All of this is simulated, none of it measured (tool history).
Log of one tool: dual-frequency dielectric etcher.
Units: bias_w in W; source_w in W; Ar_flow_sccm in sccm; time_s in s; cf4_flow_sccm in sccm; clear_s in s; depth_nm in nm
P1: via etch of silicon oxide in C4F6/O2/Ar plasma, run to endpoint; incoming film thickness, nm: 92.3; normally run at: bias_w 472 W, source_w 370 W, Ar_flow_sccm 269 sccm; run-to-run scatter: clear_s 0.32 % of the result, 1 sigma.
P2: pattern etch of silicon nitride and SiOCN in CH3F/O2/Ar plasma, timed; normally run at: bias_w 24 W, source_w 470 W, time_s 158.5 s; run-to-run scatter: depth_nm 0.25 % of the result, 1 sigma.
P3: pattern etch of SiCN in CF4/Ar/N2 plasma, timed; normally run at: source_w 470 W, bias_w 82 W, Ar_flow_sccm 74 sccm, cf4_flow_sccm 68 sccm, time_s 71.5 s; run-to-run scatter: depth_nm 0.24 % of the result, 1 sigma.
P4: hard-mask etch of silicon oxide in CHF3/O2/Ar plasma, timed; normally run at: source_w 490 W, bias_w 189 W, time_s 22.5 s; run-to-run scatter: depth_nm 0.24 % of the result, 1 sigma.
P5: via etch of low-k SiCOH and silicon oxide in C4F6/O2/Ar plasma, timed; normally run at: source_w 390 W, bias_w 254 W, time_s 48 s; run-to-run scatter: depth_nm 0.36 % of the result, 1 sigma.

| run | hour | process | bias_w | source_w | Ar_flow_sccm | time_s | cf4_flow_sccm | hours since the last wet clean | hours since the last bias power generator calibration | hours since the last source power generator calibration | hours since the last Ar flow controller change | clear_s | depth_nm |
|---|---|---|---|---|---|---|---|---|---|---|---|---|---|
| 1 | 5.1 | P1 | 472 | 370 | 269 |  |  | 85.7 | 2687.3 | 1439.4 | 344 | 20.942 |  |
| 2 | 8 | P4 | 189 | 390 |  | 22.5 |  | 88.6 | 2690.2 | 1442.3 | 346.9 |  | 37.922 |
| 3 | 11.3 | P3 | 82 | 470 | 74 | 71.5 | 68 | 91.9 | 2693.5 | 1445.6 | 350.2 |  | 69.134 |
| 4 | 16.8 | P3 | 82 | 470 | 53 | 71.5 | 68 | 97.4 | 2699 | 1451.1 | 355.7 |  | 71.942 |
| 5 | 21.3 | P1 | 472 | 300 | 220 |  |  | 101.9 | 2703.5 | 1455.6 | 360.2 | 22.283 |  |
| 6 | 24 | P4 | 189 | 490 |  | 12.5 |  | 104.6 | 2706.2 | 1458.3 | 362.9 |  | 23 |
| 7 | 28.9 | P2 | 24 | 270 |  | 158.5 |  | 109.5 | 2711.1 | 1463.2 | 367.8 |  | 19.37 |
| 8 | 32.7 | P5 | 254 | 390 |  | 69 |  | 113.3 | 2714.9 | 1467 | 371.6 |  | 201.12 |
| 9 | 35.4 | P2 | 24 | 470 |  | 158.5 |  | 116 | 2717.6 | 1469.7 | 374.3 |  | 23.43 |
| 10 | 40.2 | P1 | 472 | 370 | 269 |  |  | 120.8 | 2722.4 | 1474.5 | 379.1 | 20.891 |  |
| 11 | 43 | P4 | 189 | 490 |  | 22.5 |  | 123.6 | 2725.2 | 1477.3 | 381.9 |  | 41.549 |
| 12 | 46.1 | P1 | 472 | 370 | 269 |  |  | 126.7 | 2728.3 | 1480.4 | 385 | 21.04 |  |
| 13 | 50 | P1 | 472 | 290 | 269 |  |  | 130.6 | 2732.2 | 1484.3 | 388.9 | 23.054 |  |
| 14 | 54.3 | P3 | 82 | 320 | 74 | 71.5 | 68 | 134.9 | 2736.5 | 1488.6 | 393.2 |  | 49.161 |
| 15 | 57.3 | P1 | 356 | 370 | 269 |  |  | 137.9 | 2739.5 | 1491.6 | 396.2 | 23.354 |  |
| 16 | 59.9 | P1 | 566 | 510 | 269 |  |  | 140.5 | 2742.1 | 1494.2 | 398.8 | 17.478 |  |
| 17 | 63.3 | P1 | 595 | 370 | 269 |  |  | 143.9 | 2745.5 | 1497.6 | 402.2 | 19.189 |  |
| 18 | 67.1 | P2 | 24 | 470 |  | 158.5 |  | 147.7 | 2749.3 | 1501.4 | 406 |  | 23.386 |
| 19 | 71.9 | P3 | 82 | 470 | 74 | 71.5 | 68 | 152.5 | 2754.1 | 1506.2 | 410.8 |  | 69.177 |
| 20 | 76.9 | P1 | 472 | 370 | 269 |  |  | 157.5 | 2759.1 | 1511.2 | 415.8 | 20.966 |  |
| 21 | 79.3 | P5 | 254 | 390 |  | 48 |  | 159.9 | 2761.5 | 1513.6 | 418.2 |  | 139.71 |
| 22 | 83.5 | P1 | 472 | 370 | 161 |  |  | 164.1 | 2765.7 | 1517.8 | 422.4 | 19.925 |  |
|  | 85.8 | wet clean of the chamber |
| 23 | 86 | P1 | 472 | 270 | 340 |  |  | 0.3 | 2768.2 | 1520.3 | 424.9 | 24.16 |  |
| 24 | 89.4 | P5 | 341 | 390 |  | 48 |  | 3.7 | 2771.6 | 1523.7 | 428.3 |  | 155.21 |
| 25 | 92.2 | P1 | 472 | 370 | 321 |  |  | 6.5 | 2774.4 | 1526.5 | 431.1 | 21.433 |  |
| 26 | 97.2 | P2 | 34 | 470 |  | 158.5 |  | 11.5 | 2779.4 | 1531.5 | 436.1 |  | 27.625 |
| 27 | 101.1 | P3 | 104 | 470 | 74 | 71.5 | 68 | 15.4 | 2783.3 | 1535.4 | 440 |  | 75.392 |
| 28 | 105.5 | P4 | 189 | 490 |  | 22.5 |  | 19.8 | 2787.7 | 1539.8 | 444.4 |  | 41.454 |
|  | 109 | source power generator calibrated |
| 29 | 109.1 | P3 | 82 | 470 | 74 | 47 | 68 | 23.4 | 2791.3 | 0.1 | 448 |  | 45.397 |
| 30 | 112.8 | P1 | 472 | 470 | 269 |  |  | 27.1 | 2795 | 3.8 | 451.7 | 19.234 |  |
| 31 | 116.7 | P4 | 247 | 490 |  | 22.5 |  | 31 | 2798.9 | 7.7 | 455.6 |  | 45.734 |
| 32 | 121.1 | P3 | 82 | 470 | 74 | 71.5 | 85 | 35.4 | 2803.3 | 12.1 | 460 |  | 70.89 |
| 33 | 125.5 | P2 | 24 | 470 |  | 236.5 |  | 39.8 | 2807.7 | 16.5 | 464.4 |  | 34.813 |
| 34 | 129.4 | P5 | 254 | 490 |  | 48 |  | 43.7 | 2811.6 | 20.4 | 468.3 |  | 152.97 |
| 35 | 132.8 | P5 | 254 | 390 |  | 48 |  | 47.1 | 2815 | 23.8 | 471.7 |  | 139.76 |
| 36 | 135.7 | P1 | 472 | 370 | 269 |  |  | 50 | 2817.9 | 26.7 | 474.6 | 20.902 |  |
| 37 | 138.5 | P1 | 472 | 370 | 269 |  |  | 52.8 | 2820.7 | 29.5 | 477.4 | 21.074 |  |
| 38 | 143.4 | P1 | 472 | 370 | 269 |  |  | 57.7 | 2825.6 | 34.4 | 482.3 | 21.017 |  |
| 39 | 146.2 | P1 | 472 | 370 | 269 |  |  | 60.5 | 2828.4 | 37.2 | 485.1 | 21.088 |  |
| 40 | 150.8 | P1 | 472 | 370 | 269 |  |  | 65.1 | 2833 | 41.8 | 489.7 | 21.234 |  |
|  | 153.3 | Ar flow controller replaced |
| 41 | 155 | P1 | 472 | 370 | 269 |  |  | 69.3 | 2837.2 | 46 | 1.7 | 21.298 |  |
|  | 156.9 | wet clean of the chamber |
| 42 | 157.7 | P1 | 472 | 370 | 269 |  |  | 0.8 | 2839.9 | 48.7 | 4.4 | 21.368 |  |
| 43 | 162.2 | P1 | 472 | 370 | 269 |  |  | 5.3 | 2844.4 | 53.2 | 8.9 | 21.183 |  |
| 44 | 166.7 | P1 | 472 | 370 | 269 |  |  | 9.8 | 2848.9 | 57.7 | 13.4 | 21.353 |  |
| 45 | 169.9 | P1 | 472 | 370 | 269 |  |  | 13 | 2852.1 | 60.9 | 16.6 | 21.317 |  |

What P1 gives has crept away from where it was. These 2 causes fit the log equally well, each at the size given:
A: bias power that arrives under what is set, % = 4.2
B: source power that arrives under what is set, % = 4.22
The creep began at about hour 138.5.
Why every other cause is out:
chamber walls in a state that lowers the etch rate, %: serviced at hour 156.9, which brought nothing back
Ar flow that arrives over what is set, %: serviced at hour 153.3, which brought nothing back

4 check runs are offered, one wafer each, their results left as question marks. Which one tells the causes apart?
| check 1 | 173.1 | P4 | 216 | 490 |  | 22.5 |  |  |  |  |  |  | ? |
| check 2 | 173.1 | P2 | 27 | 370 |  | 158.5 |  |  |  |  |  |  | ? |
| check 3 | 173.1 | P5 | 254 | 480 |  | 67 |  |  |  |  |  |  | ? |
| check 4 | 173.1 | P3 | 82 | 470 | 74 | 49 | 68 |  |  |  |  |  | ? |

What each check would give under each cause:
| check | result | if A | if B |
|---|---|---|---|
| check 1 | depth_nm | 42.852 | 42.802 |
| check 2 | depth_nm | 22.324 | 22.44 |
| check 3 | depth_nm | 209.05 | 208.59 |
| check 4 | depth_nm | 46.745 | 45.666 |
How far apart the two closest causes lie, in the result that separates them most: check 1 0.12 %; check 2 0.52 %; check 3 0.22 %; check 4 2.34 %
Only check 4 tells the causes apart: in the others they would give nearly the same result.

Then check 4 was run and gave: depth_nm 46.865 nm. Which cause is it?

It is A: bias power that arrives under what is set, %.
